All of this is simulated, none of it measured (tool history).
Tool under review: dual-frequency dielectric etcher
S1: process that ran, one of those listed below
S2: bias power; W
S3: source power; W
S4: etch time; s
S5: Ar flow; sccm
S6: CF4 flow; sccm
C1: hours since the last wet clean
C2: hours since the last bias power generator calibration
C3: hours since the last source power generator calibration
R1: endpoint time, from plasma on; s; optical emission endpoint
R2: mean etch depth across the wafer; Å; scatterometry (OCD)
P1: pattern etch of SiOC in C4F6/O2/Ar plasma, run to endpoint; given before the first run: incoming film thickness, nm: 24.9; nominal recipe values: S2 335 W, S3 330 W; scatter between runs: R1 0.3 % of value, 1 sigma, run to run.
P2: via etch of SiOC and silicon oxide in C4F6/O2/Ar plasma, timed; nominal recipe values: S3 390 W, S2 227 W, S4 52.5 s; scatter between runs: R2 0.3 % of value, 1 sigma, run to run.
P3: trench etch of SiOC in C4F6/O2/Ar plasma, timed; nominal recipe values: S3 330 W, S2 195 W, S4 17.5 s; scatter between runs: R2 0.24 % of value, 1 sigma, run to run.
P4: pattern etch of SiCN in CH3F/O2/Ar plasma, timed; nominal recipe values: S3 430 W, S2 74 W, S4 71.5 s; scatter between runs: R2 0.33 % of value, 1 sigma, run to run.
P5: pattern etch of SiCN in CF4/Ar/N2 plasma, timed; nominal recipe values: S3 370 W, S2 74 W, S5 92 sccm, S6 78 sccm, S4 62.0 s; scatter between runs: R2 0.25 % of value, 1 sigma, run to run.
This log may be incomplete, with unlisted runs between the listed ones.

Run 1, hour 8.5: S1 P1, S2 335 W, S3 330 W; C1 311.9; C2 2781.8; C3 2956.4. Result: R1 10.2460 s.
Run 2, hour 17.1: S1 P4, S2 74 W, S3 430 W, S4 71.5 s; C1 320.5; C2 2790.4; C3 2965.0. Result: R2 278.04 Å.
Run 3, hour 24.2: S1 P4, S2 74 W, S3 430 W, S4 71.5 s; C1 327.6; C2 2797.5; C3 2972.1. Result: R2 278.30 Å.
Run 4, hour 30.8: S1 P2, S2 227 W, S3 240 W, S4 52.5 s; C1 334.2; C2 2804.1; C3 2978.7. Result: R2 538.30 Å.
Run 5, hour 44.2: S1 P1, S2 413 W, S3 450 W; C1 347.6; C2 2817.5; C3 2992.1. Result: R1 8.4665 s.
Run 6, hour 58.3: S1 P1, S2 335 W, S3 410 W; C1 361.7; C2 2831.6; C3 3006.2. Result: R1 9.4465 s.
Run 7, hour 73.3: S1 P2, S2 227 W, S3 390 W, S4 52.5 s; C1 376.7; C2 2846.6; C3 3021.2. Result: R2 652.07 Å.
Run 8, hour 80.4: S1 P1, S2 252 W, S3 330 W; C1 383.8; C2 2853.7; C3 3028.3. Result: R1 11.3100 s.
Run 9, hour 94.7: S1 P5, S2 74 W, S3 370 W, S4 62.0 s, S5 92 sccm, S6 78 sccm; C1 398.1; C2 2868.0; C3 3042.6. Result: R2 472.10 Å.
Run 10, hour 102.3: S1 P1, S2 335 W, S3 330 W; C1 405.7; C2 2875.6; C3 3050.2. Result: R1 10.2320 s.
Run 11, hour 114.3: S1 P5, S2 74 W, S3 370 W, S4 62.0 s, S5 92 sccm, S6 78 sccm; C1 417.7; C2 2887.6; C3 3062.2. Result: R2 473.13 Å.
Run 12, hour 129.0: S1 P5, S2 74 W, S3 220 W, S4 62.0 s, S5 92 sccm, S6 78 sccm; C1 432.4; C2 2902.3; C3 3076.9. Result: R2 300.52 Å.
Run 13, hour 138.5: S1 P3, S2 195 W, S3 330 W, S4 17.5 s; C1 441.9; C2 2911.8; C3 3086.4. Result: R2 356.38 Å.
Run 14, hour 145.2: S1 P3, S2 195 W, S3 330 W, S4 12.5 s; C1 448.6; C2 2918.5; C3 3093.1. Result: R2 254.20 Å.
Run 15, hour 157.8: S1 P1, S2 335 W, S3 330 W; C1 461.2; C2 2931.1; C3 3105.7. Result: R1 10.2750 s.
Run 16, hour 166.8: S1 P1, S2 475 W, S3 330 W; C1 470.2; C2 2940.1; C3 3114.7. Result: R1 8.9960 s.
Run 17, hour 178.9: S1 P3, S2 195 W, S3 330 W, S4 17.5 s; C1 482.3; C2 2952.2; C3 3126.8. Result: R2 355.09 Å.
Run 18, hour 188.3: S1 P5, S2 74 W, S3 370 W, S4 34.0 s, S5 92 sccm, S6 78 sccm; C1 491.7; C2 2961.6; C3 3136.2. Result: R2 259.69 Å.
Run 19, hour 202.1: S1 P5, S2 74 W, S3 370 W, S4 62.0 s, S5 92 sccm, S6 100 sccm; C1 505.5; C2 2975.4; C3 3150.0. Result: R2 487.88 Å.
Run 20, hour 214.0: S1 P1, S2 273 W, S3 250 W; C1 517.4; C2 2987.3; C3 3161.9. Result: R1 12.2630 s.
Run 21, hour 229.0: S1 P4, S2 74 W, S3 290 W, S4 71.5 s; C1 532.4; C2 3002.3; C3 3176.9. Result: R2 241.39 Å.
Run 22, hour 236.2: S1 P1, S2 466 W, S3 210 W; C1 539.6; C2 3009.5; C3 3184.1. Result: R1 10.7430 s.
Run 23, hour 245.6: S1 P4, S2 52 W, S3 430 W, S4 71.5 s; C1 549.0; C2 3018.9; C3 3193.5. Result: R2 247.18 Å.
Run 24, hour 252.6: S1 P1, S2 335 W, S3 270 W; C1 556.0; C2 3025.9; C3 3200.5. Result: R1 11.1090 s.
Run 25, hour 263.3: S1 P3, S2 195 W, S3 400 W, S4 17.5 s; C1 566.7; C2 3036.6; C3 3211.2. Result: R2 381.49 Å.
Run 26, hour 276.4: S1 P5, S2 74 W, S3 370 W, S4 62.0 s, S5 123 sccm, S6 78 sccm; C1 579.8; C2 3049.7; C3 3224.3. Result: R2 452.84 Å.
At hour 278.9: source power generator calibrated.
Run 27, hour 286.4: S1 P2, S2 318 W, S3 390 W, S4 52.5 s; C1 589.8; C2 3059.7; C3 7.5. Result: R2 732.60 Å.
Run 28, hour 300.9: S1 P5, S2 50 W, S3 370 W, S4 62.0 s, S5 92 sccm, S6 78 sccm; C1 604.3; C2 3074.2; C3 22.0. Result: R2 416.65 Å.
Run 29, hour 313.1: S1 P4, S2 74 W, S3 430 W, S4 39.5 s; C1 616.5; C2 3086.4; C3 34.2. Result: R2 153.52 Å.
Run 30, hour 321.4: S1 P2, S2 227 W, S3 390 W, S4 66.0 s; C1 624.8; C2 3094.7; C3 42.5. Result: R2 814.94 Å.
Run 31, hour 330.5: S1 P1, S2 335 W, S3 330 W; C1 633.9; C2 3103.8; C3 51.6. Result: R1 10.2770 s.
Run 32, hour 340.4: S1 P1, S2 335 W, S3 330 W; C1 643.8; C2 3113.7; C3 61.5. Result: R1 10.3010 s.
Run 33, hour 349.5: S1 P3, S2 127 W, S3 330 W, S4 17.5 s; C1 652.9; C2 3122.8; C3 70.6. Result: R2 309.82 Å.
Run 34, hour 359.8: S1 P1, S2 335 W, S3 330 W; C1 663.2; C2 3133.1; C3 80.9. Result: R1 10.3030 s.
Run 35, hour 374.9: S1 P1, S2 335 W, S3 330 W; C1 678.3; C2 3148.2; C3 96.0. Result: R1 10.2700 s.
Run 36, hour 384.8: S1 P1, S2 335 W, S3 330 W; C1 688.2; C2 3158.1; C3 105.9. Result: R1 10.2180 s.
Run 37, hour 393.9: S1 P1, S2 335 W, S3 330 W; C1 697.3; C2 3167.2; C3 115.0. Result: R1 10.2110 s.
Run 38, hour 407.0: S1 P1, S2 335 W, S3 330 W; C1 710.4; C2 3180.3; C3 128.1. Result: R1 10.1820 s.
Run 39, hour 416.4: S1 P1, S2 335 W, S3 330 W; C1 719.8; C2 3189.7; C3 137.5. Result: R1 10.1890 s.
Run 40, hour 427.0: S1 P1, S2 335 W, S3 330 W; C1 730.4; C2 3200.3; C3 148.1. Result: R1 10.0990 s.
Run 41, hour 436.5: S1 P1, S2 335 W, S3 330 W; C1 739.9; C2 3209.8; C3 157.6. Result: R1 10.1720 s.
Run 42, hour 447.7: S1 P1, S2 335 W, S3 330 W; C1 751.1; C2 3221.0; C3 168.8. Result: R1 10.1110 s.
At hour 454.8: wet clean of the chamber.
Run 43, hour 457.7: S1 P1, S2 335 W, S3 330 W; C1 2.9; C2 3231.0; C3 178.8. Result: R1 10.1070 s.
Run 44, hour 471.7: S1 P1, S2 335 W, S3 330 W; C1 16.9; C2 3245.0; C3 192.8. Result: R1 10.1560 s.
Run 45, hour 482.9: S1 P1, S2 335 W, S3 330 W; C1 28.1; C2 3256.2; C3 204.0. Result: R1 10.0900 s.
Run 46, hour 495.1: S1 P1, S2 335 W, S3 330 W; C1 40.3; C2 3268.4; C3 216.2. Result: R1 10.1160 s.

P1 no longer gives what it gave before; its output has crept away from where it was. The following 2 causes, each at its listed size, fit the log equally well:
A: bias power that arrives over what is set, % = 4.35
B: source power that arrives over what is set, % = 4.12
The process output started creeping at around hour 374.9.
What rules out each remaining cause:
chamber walls in a state that raises the etch rate, %: serviced at hour 454.8, after the change had begun; the process did not return to its earlier output

Consider the 4 single-wafer check runs listed below, results given as question marks: which one distinguishes between the causes by giving clearly different results for each?
Run check 1, hour 507.3: S1 P3, S2 166 W, S3 330 W, S4 17.5 s. Result: R2 ?.
Run check 2, hour 507.3: S1 P2, S2 227 W, S3 280 W, S4 65.0 s. Result: R2 ?.
Run check 3, hour 507.3: S1 P4, S2 62 W, S3 430 W, S4 39.5 s. Result: R2 ?.
Run check 4, hour 507.3: S1 P5, S2 53 W, S3 370 W, S4 62.0 s, S5 92 sccm, S6 95 sccm. Result: R2 ?.

What each check would give under each cause:
  check  result    if A    if B
check 1      R2  341.57  342.33
check 2      R2  719.87  720.29
check 3      R2  146.86  146.98
check 4      R2  441.52  451.65
How far apart the two closest causes lie, in the result that separates them most: check 1 0.22 %; check 2 0.06 %; check 3 0.08 %; check 4 2.27 %
Of the check runs offered, only check 4 discriminates between the causes; the rest would read about the same regardless of which cause applies.

Check 4 was then run and gave: R2 442.25 Å. Which cause is it?

Of the candidate causes, it is A: bias power that arrives over what is set, %.
